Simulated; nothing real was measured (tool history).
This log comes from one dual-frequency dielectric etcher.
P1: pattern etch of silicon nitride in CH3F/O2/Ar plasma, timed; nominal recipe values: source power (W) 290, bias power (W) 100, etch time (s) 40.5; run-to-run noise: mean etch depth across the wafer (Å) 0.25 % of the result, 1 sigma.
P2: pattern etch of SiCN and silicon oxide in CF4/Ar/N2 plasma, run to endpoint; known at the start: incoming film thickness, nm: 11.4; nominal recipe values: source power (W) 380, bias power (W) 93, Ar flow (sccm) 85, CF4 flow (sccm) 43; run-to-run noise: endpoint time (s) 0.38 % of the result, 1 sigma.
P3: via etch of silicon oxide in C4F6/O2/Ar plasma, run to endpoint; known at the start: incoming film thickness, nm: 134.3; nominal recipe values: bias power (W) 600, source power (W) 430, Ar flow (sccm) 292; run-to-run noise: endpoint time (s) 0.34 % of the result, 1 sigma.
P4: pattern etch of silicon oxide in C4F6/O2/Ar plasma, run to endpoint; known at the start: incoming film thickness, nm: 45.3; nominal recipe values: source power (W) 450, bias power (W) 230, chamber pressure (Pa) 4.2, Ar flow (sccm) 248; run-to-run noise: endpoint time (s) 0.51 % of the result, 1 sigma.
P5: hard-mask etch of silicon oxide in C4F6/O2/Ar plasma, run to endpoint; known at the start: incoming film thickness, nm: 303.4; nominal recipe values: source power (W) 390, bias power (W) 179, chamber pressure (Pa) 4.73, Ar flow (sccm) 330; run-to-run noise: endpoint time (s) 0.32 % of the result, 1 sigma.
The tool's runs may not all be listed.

run,hour,process that ran,source power (W),bias power (W),etch time (s),Ar flow (sccm),CF4 flow (sccm),chamber pressure (Pa),hours since the last wet clean,hours since the last source power generator calibration,hours since the last bias power generator calibration,mean etch depth across the wafer (Å),endpoint time (s)
1,8,P1,290,100,40.5,,,,187.1,1290.1,2145.1,284.43,
2,14,P1,290,100,51.5,,,,193.1,1296.1,2151.1,362.1,
3,20.1,P2,380,93,,85,43,,199.2,1302.2,2157.2,,14.466
4,28.8,P3,430,851,,292,,,207.9,1310.9,2165.9,,23.573
5,34.9,P2,540,93,,85,43,,214,1317,2172,,10.683
6,41.4,P5,390,179,,223,,4.73,220.5,1323.5,2178.5,,94.77
7,48.1,P1,290,134,40.5,,,,227.2,1330.2,2185.2,319.42,
8,55.3,P1,210,100,40.5,,,,234.4,1337.4,2192.4,252.7,
9,59.7,P3,430,600,,387,,,238.8,1341.8,2196.8,,27.767
10,66.3,P4,450,137,,248,,4.2,245.4,1348.4,2203.4,,14.709
11,74.7,P1,290,100,29,,,,253.8,1356.8,2211.8,203.83,
12,82.8,P5,390,250,,330,,4.73,261.9,1364.9,2219.9,,88.695
13,91.3,P1,290,100,40.5,,,,270.4,1373.4,2228.4,285.29,
14,95.7,P5,300,179,,330,,4.73,274.8,1377.8,2232.8,,108.83
15,101.2,P3,580,600,,292,,,280.3,1383.3,2238.3,,24.105
16,106.7,P1,290,100,40.5,,,,285.8,1388.8,2243.8,285.02,
17,113.5,P4,450,230,,248,,4.2,292.6,1395.6,2250.6,,12.466
18,119.6,P2,380,116,,85,43,,298.7,1401.7,2256.7,,13.281
19,124,P2,380,93,,85,32,,303.1,1406.1,2261.1,,15.093
20,129.4,P1,290,100,40.5,,,,308.5,1411.5,2266.5,285.38,
21,135.6,P2,380,93,,50,43,,314.7,1417.7,2272.7,,13.496
22,141.5,P4,450,230,,159,,4.2,320.6,1423.6,2278.6,,11.877
23,146.1,P4,450,230,,248,,5,325.2,1428.2,2283.2,,12.85
24,154.5,P3,430,600,,292,,,333.6,1436.6,2291.6,,26.86
25,161.9,P1,290,136,54,,,,341,1444,2299,427.48,
26,167.3,P1,290,100,40.5,,,,346.4,1449.4,2304.4,283.89,
27,175.3,P1,360,100,40.5,,,,354.4,1457.4,2312.4,307.91,
28,180.2,P2,380,93,,85,43,,359.3,1462.3,2317.3,,14.504
29,185,P5,390,179,,330,,5.93,364.1,1467.1,2322.1,,101.01
30,190.2,P1,290,100,40.5,,,,369.3,1472.3,2327.3,284.9,
31,195.5,P5,390,179,,330,,4.73,374.6,1477.6,2332.6,,99.082
32,200.1,P1,290,80,40.5,,,,379.2,1482.2,2337.2,261.67,
33,208,P4,630,230,,248,,4.2,387.1,1490.1,2345.1,,10.926
34,212.7,P1,290,100,40.5,,,,391.8,1494.8,2349.8,284.89,
35,221.2,P1,290,100,40.5,,,,400.3,1503.3,2358.3,283.22,
36,227.4,P1,290,100,40.5,,,,406.5,1509.5,2364.5,282.34,
# hour 233.5: wet clean of the chamber
37,235,P1,290,100,40.5,,,,1.5,1517.1,2372.1,280.43,
38,242.2,P1,290,100,40.5,,,,8.7,1524.3,2379.3,280.91,
39,249.1,P1,290,100,40.5,,,,15.6,1531.2,2386.2,280.21,
40,255.3,P1,290,100,40.5,,,,21.8,1537.4,2392.4,280.33,

The log shows P1 creeping away from where it was. Any of the 2 causes listed here, at the size stated for it, fits the log just as well as the others:
A: source power that arrives under what is set, % = 3.64
B: bias power that arrives under what is set, % = 3.6
The creep began at about hour 212.7.
All other causes, with the reason each is excluded:
chamber walls in a state that lowers the etch rate, %: serviced at hour 233.5, which brought nothing back

You are offered 4 check runs, listed below with question marks in place of their results; each one averages 2 wafers. Which run separates the listed causes by giving clearly different results for each?
check 1,261.5,P5,390,239,,268,,4.73,,,,,?
check 2,261.5,P3,430,690,,387,,,,,,,?
check 3,261.5,P2,520,93,,52,43,,,,,,?
check 4,261.5,P4,540,230,,175,,4.2,,,,,?

How each check would come out, cause by cause:
check,result,if A,if B
check 1,endpoint time (s),89.231,89.058
check 2,endpoint time (s),26.717,26.737
check 3,endpoint time (s),10.609,10.398
check 4,endpoint time (s),11.332,11.305
Per check, the gap between the least separated pair of causes, taken in the result that splits them most: check 1 0.19 %; check 2 0.07 %; check 3 2.01 %; check 4 0.24 %
Only in check 3 would the causes give clearly different results; in the remaining checks their results would be nearly the same.

With check 3 done, the readings were: endpoint time (s) 10.59. Identify which of the listed causes applies.

The correct cause is A, namely: source power that arrives under what is set, %.

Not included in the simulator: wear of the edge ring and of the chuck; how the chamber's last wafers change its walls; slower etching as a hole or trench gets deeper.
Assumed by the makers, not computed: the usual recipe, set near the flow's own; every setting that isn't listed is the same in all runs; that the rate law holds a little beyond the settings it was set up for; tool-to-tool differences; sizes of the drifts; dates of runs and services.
